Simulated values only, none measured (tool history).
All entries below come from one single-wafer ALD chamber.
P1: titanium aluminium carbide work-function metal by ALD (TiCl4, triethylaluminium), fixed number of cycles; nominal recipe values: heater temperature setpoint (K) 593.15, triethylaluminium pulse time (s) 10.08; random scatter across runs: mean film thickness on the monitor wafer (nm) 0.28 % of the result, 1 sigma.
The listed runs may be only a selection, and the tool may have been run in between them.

run   hour  heater temperature setpoint (K)  triethylaluminium pulse time (s)  hours since the last thermocouple change  hours since the last triethylaluminium bottle change  mean film thickness on the monitor wafer (nm)
  1   11.9                           593.15                             10.08                                     657.5                                                 431.2                                         2.1783
  2   20.5                           593.15                              3.50                                     666.1                                                 439.8                                         1.5758
  3   32.0                           568.15                             10.08                                     677.6                                                 451.3                                         1.9511
  4   49.4                           593.15                             10.08                                     695.0                                                 468.7                                         2.1705
  5   58.0                           616.15                             10.08                                     703.6                                                 477.3                                         2.3820
  6   71.2                           593.15                             10.08                                     716.8                                                 490.5                                         2.1740
      73.4  -- thermocouple changed; heater temperature recalibrated
  7   89.3                           593.15                             10.08                                      15.9                                                 508.6                                         2.1721
  8  102.2                           593.15                             13.73                                      28.8                                                 521.5                                         2.2164
  9  117.7                           572.15                              5.50                                      44.3                                                 537.0                                         1.7406
 10  135.5                           593.15                             10.08                                      62.1                                                 554.8                                         2.1691
 11  147.2                           593.15                             10.08                                      73.8                                                 566.5                                         2.1758
 12  158.1                           593.15                             10.08                                      84.7                                                 577.4                                         2.1456
 13  171.0                           593.15                             10.08                                      97.6                                                 590.3                                         2.1468
 14  184.3                           593.15                             10.08                                     110.9                                                 603.6                                         2.1335
 15  192.9                           593.15                             10.08                                     119.5                                                 612.2                                         2.1418
 16  203.7                           593.15                             10.08                                     130.3                                                 623.0                                         2.1441
 17  214.7                           593.15                             10.08                                     141.3                                                 634.0                                         2.1232
 18  232.2                           593.15                             10.08                                     158.8                                                 651.5                                         2.1273
 19  245.0                           593.15                             10.08                                     171.6                                                 664.3                                         2.1167
 20  263.5                           593.15                             10.08                                     190.1                                                 682.8                                         2.1254
 21  277.0                           593.15                             10.08                                     203.6                                                 696.3                                         2.1129
 22  287.4                           593.15                             10.08                                     214.0                                                 706.7                                         2.1131

Something has made what P1 gives creep away from where it was; the 2 causes below, each at its own stated size, fit the log equally well:
A: triethylaluminium dose below that of a fresh bottle (%) = 15.7
B: wafer temperature below the value expected at the setpoint (K) = 5.74
Creep in the process output first set in at about hour 147.2.

4 check runs are offered, one wafer each, their results left as question marks. Which one tells the causes apart?
check 1  297.8                           614.15                             10.08                                                                                                                                              ?
check 2  297.8                           603.15                              5.50                                                                                                                                              ?
check 3  297.8                           570.15                             10.08                                                                                                                                              ?
check 4  297.8                           615.15                             10.08                                                                                                                                              ?

Check results expected under each cause:
  check                                         result    if A    if B
check 1  mean film thickness on the monitor wafer (nm)  2.3027  2.3062
check 2  mean film thickness on the monitor wafer (nm)  1.8603  1.9371
check 3  mean film thickness on the monitor wafer (nm)  1.9246  1.9207
check 4  mean film thickness on the monitor wafer (nm)  2.3114  2.3151
Smallest distance between any two causes, each pair judged by its most separating result, in per cent: check 1 0.15 %; check 2 4.05 %; check 3 0.2 %; check 4 0.16 %
Only in check 2 would the causes give clearly different results; in the remaining checks their results would be nearly the same.

Here is what check 2 returned: mean film thickness on the monitor wafer (nm) 1.9356. Which cause is it?

The cause is B: wafer temperature below the value expected at the setpoint (K).

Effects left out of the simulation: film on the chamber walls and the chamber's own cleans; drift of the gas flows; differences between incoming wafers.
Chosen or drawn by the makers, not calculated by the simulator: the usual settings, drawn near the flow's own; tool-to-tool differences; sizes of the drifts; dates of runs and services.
